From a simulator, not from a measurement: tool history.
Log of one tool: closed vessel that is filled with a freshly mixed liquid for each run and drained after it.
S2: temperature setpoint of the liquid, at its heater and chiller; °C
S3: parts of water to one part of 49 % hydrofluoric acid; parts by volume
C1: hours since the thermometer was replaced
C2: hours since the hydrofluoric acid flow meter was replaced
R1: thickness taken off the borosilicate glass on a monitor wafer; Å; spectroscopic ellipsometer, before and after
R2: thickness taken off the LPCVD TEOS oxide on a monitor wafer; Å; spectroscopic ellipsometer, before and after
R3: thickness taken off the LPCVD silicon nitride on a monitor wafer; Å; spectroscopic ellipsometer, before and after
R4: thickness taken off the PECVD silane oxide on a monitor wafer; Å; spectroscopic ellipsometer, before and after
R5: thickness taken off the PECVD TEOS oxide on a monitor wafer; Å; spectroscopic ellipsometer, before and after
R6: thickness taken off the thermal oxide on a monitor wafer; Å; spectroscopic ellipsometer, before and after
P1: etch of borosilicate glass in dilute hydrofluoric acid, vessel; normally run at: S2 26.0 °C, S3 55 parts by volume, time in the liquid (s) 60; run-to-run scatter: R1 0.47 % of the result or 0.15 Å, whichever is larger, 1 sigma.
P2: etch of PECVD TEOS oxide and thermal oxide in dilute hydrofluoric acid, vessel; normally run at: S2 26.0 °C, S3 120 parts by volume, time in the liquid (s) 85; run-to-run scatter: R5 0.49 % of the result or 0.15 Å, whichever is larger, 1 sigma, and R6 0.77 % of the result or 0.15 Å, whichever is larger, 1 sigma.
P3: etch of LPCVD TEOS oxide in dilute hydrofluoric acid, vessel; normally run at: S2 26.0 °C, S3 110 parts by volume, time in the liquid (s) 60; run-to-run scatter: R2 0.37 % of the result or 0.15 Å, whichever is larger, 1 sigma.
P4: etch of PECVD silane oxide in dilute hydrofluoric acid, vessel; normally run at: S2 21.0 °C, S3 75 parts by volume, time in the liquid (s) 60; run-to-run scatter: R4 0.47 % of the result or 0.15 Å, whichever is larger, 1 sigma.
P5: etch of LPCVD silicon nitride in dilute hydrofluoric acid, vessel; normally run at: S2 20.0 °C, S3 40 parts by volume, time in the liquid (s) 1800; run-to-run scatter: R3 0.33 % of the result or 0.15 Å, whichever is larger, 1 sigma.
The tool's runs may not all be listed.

Run 1, hour 11.3: process that ran P1, S2 26.0 °C, S3 55 parts by volume, time in the liquid (s) 60; C1 1514.4; C2 1038.8. Result: R1 380.86 Å.
Run 2, hour 20.4: process that ran P3, S2 26.0 °C, S3 110 parts by volume, time in the liquid (s) 105; C1 1523.5; C2 1047.9. Result: R2 471.76 Å.
Run 3, hour 26.9: process that ran P3, S2 26.0 °C, S3 110 parts by volume, time in the liquid (s) 60; C1 1530.0; C2 1054.4. Result: R2 269.78 Å.
Run 4, hour 41.4: process that ran P5, S2 20.0 °C, S3 40 parts by volume, time in the liquid (s) 160; C1 1544.5; C2 1068.9. Result: R3 14.321 Å.
Run 5, hour 50.1: process that ran P1, S2 26.0 °C, S3 55 parts by volume, time in the liquid (s) 60; C1 1553.2; C2 1077.6. Result: R1 377.46 Å.
Run 6, hour 57.4: process that ran P1, S2 26.0 °C, S3 55 parts by volume, time in the liquid (s) 60; C1 1560.5; C2 1084.9. Result: R1 377.94 Å.
Run 7, hour 66.6: process that ran P3, S2 20.5 °C, S3 110 parts by volume, time in the liquid (s) 60; C1 1569.7; C2 1094.1. Result: R2 217.02 Å.
Run 8, hour 80.2: process that ran P4, S2 21.0 °C, S3 75 parts by volume, time in the liquid (s) 30; C1 1583.3; C2 1107.7. Result: R4 111.16 Å.
Run 9, hour 93.1: process that ran P2, S2 26.0 °C, S3 25 parts by volume, time in the liquid (s) 85; C1 1596.2; C2 1120.6. Result: R5 805.230 Å, R6 195.070 Å.
Run 10, hour 102.4: process that ran P5, S2 17.0 °C, S3 40 parts by volume, time in the liquid (s) 1800; C1 1605.5; C2 1129.9. Result: R3 129.320 Å.
Run 11, hour 111.8: process that ran P5, S2 20.0 °C, S3 40 parts by volume, time in the liquid (s) 1800; C1 1614.9; C2 1139.3. Result: R3 159.610 Å.
Run 12, hour 121.6: process that ran P2, S2 26.0 °C, S3 120 parts by volume, time in the liquid (s) 85; C1 1624.7; C2 1149.1. Result: R5 147.510 Å, R6 35.486 Å.
Run 13, hour 135.1: process that ran P1, S2 26.0 °C, S3 20 parts by volume, time in the liquid (s) 30; C1 1638.2; C2 1162.6. Result: R1 544.83 Å.
Run 14, hour 143.9: process that ran P1, S2 26.0 °C, S3 100 parts by volume, time in the liquid (s) 60; C1 1647.0; C2 1171.4. Result: R1 196.09 Å.
Run 15, hour 150.7: process that ran P1, S2 26.0 °C, S3 55 parts by volume, time in the liquid (s) 60; C1 1653.8; C2 1178.2. Result: R1 379.41 Å.
Run 16, hour 160.1: process that ran P2, S2 26.0 °C, S3 120 parts by volume, time in the liquid (s) 40; C1 1663.2; C2 1187.6. Result: R5 69.881 Å, R6 16.838 Å.
Run 17, hour 174.3: process that ran P1, S2 18.0 °C, S3 55 parts by volume, time in the liquid (s) 60; C1 1677.4; C2 1201.8. Result: R1 271.71 Å.
Run 18, hour 182.2: process that ran P4, S2 21.0 °C, S3 75 parts by volume, time in the liquid (s) 60; C1 1685.3; C2 1209.7. Result: R4 223.04 Å.
Run 19, hour 193.0: process that ran P3, S2 26.0 °C, S3 30 parts by volume, time in the liquid (s) 60; C1 1696.1; C2 1220.5. Result: R2 1097.80 Å.
Run 20, hour 205.3: process that ran P4, S2 21.0 °C, S3 140 parts by volume, time in the liquid (s) 60; C1 1708.4; C2 1232.8. Result: R4 110.61 Å.
Run 21, hour 213.0: process that ran P1, S2 32.0 °C, S3 55 parts by volume, time in the liquid (s) 60; C1 1716.1; C2 1240.5. Result: R1 478.98 Å.
Run 22, hour 227.2: process that ran P1, S2 26.0 °C, S3 55 parts by volume, time in the liquid (s) 30; C1 1730.3; C2 1254.7. Result: R1 190.66 Å.
Run 23, hour 236.0: process that ran P1, S2 26.0 °C, S3 20 parts by volume, time in the liquid (s) 60; C1 1739.1; C2 1263.5. Result: R1 1094.80 Å.
Run 24, hour 250.0: process that ran P5, S2 20.0 °C, S3 20 parts by volume, time in the liquid (s) 1800; C1 1753.1; C2 1277.5. Result: R3 310.260 Å.
Run 25, hour 256.7: process that ran P2, S2 31.0 °C, S3 120 parts by volume, time in the liquid (s) 85; C1 1759.8; C2 1284.2. Result: R5 177.700 Å, R6 43.014 Å.
Run 26, hour 263.3: process that ran P4, S2 25.0 °C, S3 75 parts by volume, time in the liquid (s) 60; C1 1766.4; C2 1290.8. Result: R4 262.27 Å.
Run 27, hour 272.3: process that ran P1, S2 26.0 °C, S3 20 parts by volume, time in the liquid (s) 110; C1 1775.4; C2 1299.8. Result: R1 1998.50 Å.
Run 28, hour 285.8: process that ran P1, S2 26.0 °C, S3 55 parts by volume, time in the liquid (s) 105; C1 1788.9; C2 1313.3. Result: R1 662.31 Å.
Run 29, hour 299.6: process that ran P1, S2 26.0 °C, S3 55 parts by volume, time in the liquid (s) 60; C1 1802.7; C2 1327.1. Result: R1 381.64 Å.
Run 30, hour 310.4: process that ran P1, S2 26.0 °C, S3 55 parts by volume, time in the liquid (s) 60; C1 1813.5; C2 1337.9. Result: R1 372.78 Å.
Run 31, hour 323.2: process that ran P1, S2 26.0 °C, S3 55 parts by volume, time in the liquid (s) 60; C1 1826.3; C2 1350.7. Result: R1 363.79 Å.
Run 32, hour 335.6: process that ran P1, S2 26.0 °C, S3 55 parts by volume, time in the liquid (s) 60; C1 1838.7; C2 1363.1. Result: R1 362.43 Å.
Run 33, hour 349.6: process that ran P1, S2 26.0 °C, S3 55 parts by volume, time in the liquid (s) 60; C1 1852.7; C2 1377.1. Result: R1 357.17 Å.
Run 34, hour 358.8: process that ran P1, S2 26.0 °C, S3 55 parts by volume, time in the liquid (s) 60; C1 1861.9; C2 1386.3. Result: R1 357.40 Å.
Run 35, hour 372.0: process that ran P1, S2 26.0 °C, S3 55 parts by volume, time in the liquid (s) 60; C1 1875.1; C2 1399.5. Result: R1 357.08 Å.
Run 36, hour 381.1: process that ran P1, S2 26.0 °C, S3 55 parts by volume, time in the liquid (s) 60; C1 1884.2; C2 1408.6. Result: R1 357.14 Å.
Run 37, hour 393.3: process that ran P1, S2 26.0 °C, S3 55 parts by volume, time in the liquid (s) 60; C1 1896.4; C2 1420.8. Result: R1 355.16 Å.

What P1 gives has crept away from where it was. These 2 causes fit the log equally well, each at the size given:
A: liquid colder than its thermometer reads (K) = 1.53
B: hydrofluoric acid flow below the setpoint (%) = 5.59
The creep began at about hour 299.6.

4 check runs are offered, one wafer each, their results left as question marks. Which one tells the causes apart?
Run check 1, hour 405.5: process that ran P3, S2 26.0 °C, S3 35 parts by volume, time in the liquid (s) 60. Result: R2 ?.
Run check 2, hour 405.5: process that ran P5, S2 17.0 °C, S3 40 parts by volume, time in the liquid (s) 700. Result: R3 ?.
Run check 3, hour 405.5: process that ran P4, S2 21.0 °C, S3 120 parts by volume, time in the liquid (s) 60. Result: R4 ?.
Run check 4, hour 405.5: process that ran P2, S2 31.0 °C, S3 55 parts by volume, time in the liquid (s) 85. Result: R5 ?, R6 ?.

What each check would give under each cause:
  check  result     if A     if B
check 1      R2   880.52   882.96
check 2      R3   45.061   47.570
check 3      R4   124.36   123.92
check 4      R5  402.770  401.550
check 4      R6   96.664   96.372
How far apart the two closest causes lie, in the result that separates them most: check 1 0.28 %; check 2 5.42 %; check 3 0.35 %; check 4 0.3 %
Check 2 tells the causes apart: in the others they would give nearly the same result.

Check 2 was then run and gave: R3 47.375 Å. Which cause is it?

It is B: hydrofluoric acid flow below the setpoint (%).
